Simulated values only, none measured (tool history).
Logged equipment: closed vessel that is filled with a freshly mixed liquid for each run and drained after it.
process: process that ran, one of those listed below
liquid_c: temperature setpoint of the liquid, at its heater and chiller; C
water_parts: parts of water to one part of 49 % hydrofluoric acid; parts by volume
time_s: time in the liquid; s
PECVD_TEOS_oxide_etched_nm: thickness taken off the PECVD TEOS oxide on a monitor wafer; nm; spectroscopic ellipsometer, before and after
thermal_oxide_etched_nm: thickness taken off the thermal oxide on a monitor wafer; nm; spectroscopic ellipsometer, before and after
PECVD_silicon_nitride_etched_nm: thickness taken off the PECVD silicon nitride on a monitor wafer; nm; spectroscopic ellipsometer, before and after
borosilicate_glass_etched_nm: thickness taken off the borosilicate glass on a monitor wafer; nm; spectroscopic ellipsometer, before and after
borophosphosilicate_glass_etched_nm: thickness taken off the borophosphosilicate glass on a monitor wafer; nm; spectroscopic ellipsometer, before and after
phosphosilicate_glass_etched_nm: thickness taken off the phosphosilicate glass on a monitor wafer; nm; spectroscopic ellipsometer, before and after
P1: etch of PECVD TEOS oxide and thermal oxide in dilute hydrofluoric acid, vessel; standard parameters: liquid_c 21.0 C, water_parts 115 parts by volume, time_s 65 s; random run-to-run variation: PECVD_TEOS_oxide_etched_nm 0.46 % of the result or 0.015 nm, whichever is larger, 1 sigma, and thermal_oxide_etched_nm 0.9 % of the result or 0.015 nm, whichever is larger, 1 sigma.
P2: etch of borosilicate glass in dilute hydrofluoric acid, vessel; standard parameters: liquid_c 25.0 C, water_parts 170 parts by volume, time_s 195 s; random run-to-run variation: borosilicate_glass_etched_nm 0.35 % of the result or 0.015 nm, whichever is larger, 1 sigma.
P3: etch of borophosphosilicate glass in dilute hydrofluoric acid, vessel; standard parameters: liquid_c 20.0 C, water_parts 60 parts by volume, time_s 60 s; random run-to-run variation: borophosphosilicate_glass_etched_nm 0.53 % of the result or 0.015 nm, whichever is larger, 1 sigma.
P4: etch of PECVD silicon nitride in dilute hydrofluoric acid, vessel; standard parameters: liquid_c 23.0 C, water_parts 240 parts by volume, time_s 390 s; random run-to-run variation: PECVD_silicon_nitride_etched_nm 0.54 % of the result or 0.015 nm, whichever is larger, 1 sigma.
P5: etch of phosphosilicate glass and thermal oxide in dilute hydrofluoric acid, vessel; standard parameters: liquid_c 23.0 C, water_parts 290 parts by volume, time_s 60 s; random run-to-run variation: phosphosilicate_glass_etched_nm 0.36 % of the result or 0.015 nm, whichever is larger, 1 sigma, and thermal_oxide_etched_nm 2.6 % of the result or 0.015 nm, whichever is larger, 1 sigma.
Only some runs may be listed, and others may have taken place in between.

run,hour,process,liquid_c,water_parts,time_s,hours since the thermometer was replaced,hours since the hydrofluoric acid flow meter was replaced,PECVD_TEOS_oxide_etched_nm,thermal_oxide_etched_nm,PECVD_silicon_nitride_etched_nm,borosilicate_glass_etched_nm,borophosphosilicate_glass_etched_nm,phosphosilicate_glass_etched_nm
1,8.3,P1,21.0,115,65,960.8,152.4,6.5625,2.49960,,,,
2,17.6,P1,21.0,115,100,970.1,161.7,10.1860,3.94480,,,,
3,28.1,P4,27.5,240,390,980.6,172.2,,,9.4881,,,
4,37.7,P2,25.0,170,195,990.2,181.8,,,,46.917,,
5,48.7,P1,21.0,20,30,1001.2,192.8,19.6380,7.56930,,,,
6,63.0,P3,20.0,60,60,1015.5,207.1,,,,,57.332,
7,77.0,P1,21.0,165,65,1029.5,221.1,4.3690,1.65980,,,,
8,86.7,P3,20.0,20,60,1039.2,230.8,,,,,181.580,
9,95.6,P1,21.0,115,30,1048.1,239.7,3.0634,1.18050,,,,
10,105.8,P4,23.0,45,390,1058.3,249.9,,,37.1320,,,
11,113.7,P5,23.0,290,60,1066.2,257.8,,0.74141,,,,31.494
12,126.9,P2,25.0,170,90,1079.4,271.0,,,,21.784,,
13,137.8,P1,25.0,115,65,1090.3,281.9,7.7334,2.95090,,,,
# hour 144.4: hydrofluoric acid flow meter replaced
14,146.6,P4,23.0,240,390,1099.1,2.2,,,7.1033,,,
15,156.9,P5,18.0,290,60,1109.4,12.5,,0.58958,,,,26.247
# hour 158.2: thermometer replaced
16,167.5,P1,21.0,115,65,9.4,23.1,6.5597,2.55360,,,,
17,180.6,P2,31.0,170,195,22.5,36.2,,,,58.366,,
18,189.6,P3,27.0,60,60,31.5,45.2,,,,,76.502,
19,199.7,P1,17.0,115,65,41.6,55.3,5.5843,2.14360,,,,
20,208.7,P1,21.0,115,65,50.6,64.3,6.6647,2.53740,,,,
21,217.1,P4,23.0,240,80,59.0,72.7,,,1.4680,,,
22,227.4,P3,20.0,60,30,69.3,83.0,,,,,28.785,
23,235.3,P4,23.0,240,390,77.2,90.9,,,7.1257,,,
24,244.0,P2,25.0,65,195,85.9,99.6,,,,139.940,,
25,254.1,P1,21.0,35,65,96.0,109.7,23.9970,9.10280,,,,
26,262.1,P5,23.0,290,100,104.0,117.7,,1.21780,,,,52.502
27,277.4,P1,21.0,115,65,119.3,133.0,6.6577,2.49540,,,,
28,284.9,P5,23.0,80,60,126.8,140.5,,3.54570,,,,143.360
29,291.9,P1,21.0,115,65,133.8,147.5,6.6435,2.51000,,,,
30,299.5,P1,21.0,115,65,141.4,155.1,6.5812,2.51930,,,,

What does the tool deliver on the next run?
31,315.4,P1,21.0,115,65,157.3,171.0,?,?,,,,

For run 31 the tool returned PECVD_TEOS_oxide_etched_nm 6.8869 nm, thermal_oxide_etched_nm 2.64640 nm.

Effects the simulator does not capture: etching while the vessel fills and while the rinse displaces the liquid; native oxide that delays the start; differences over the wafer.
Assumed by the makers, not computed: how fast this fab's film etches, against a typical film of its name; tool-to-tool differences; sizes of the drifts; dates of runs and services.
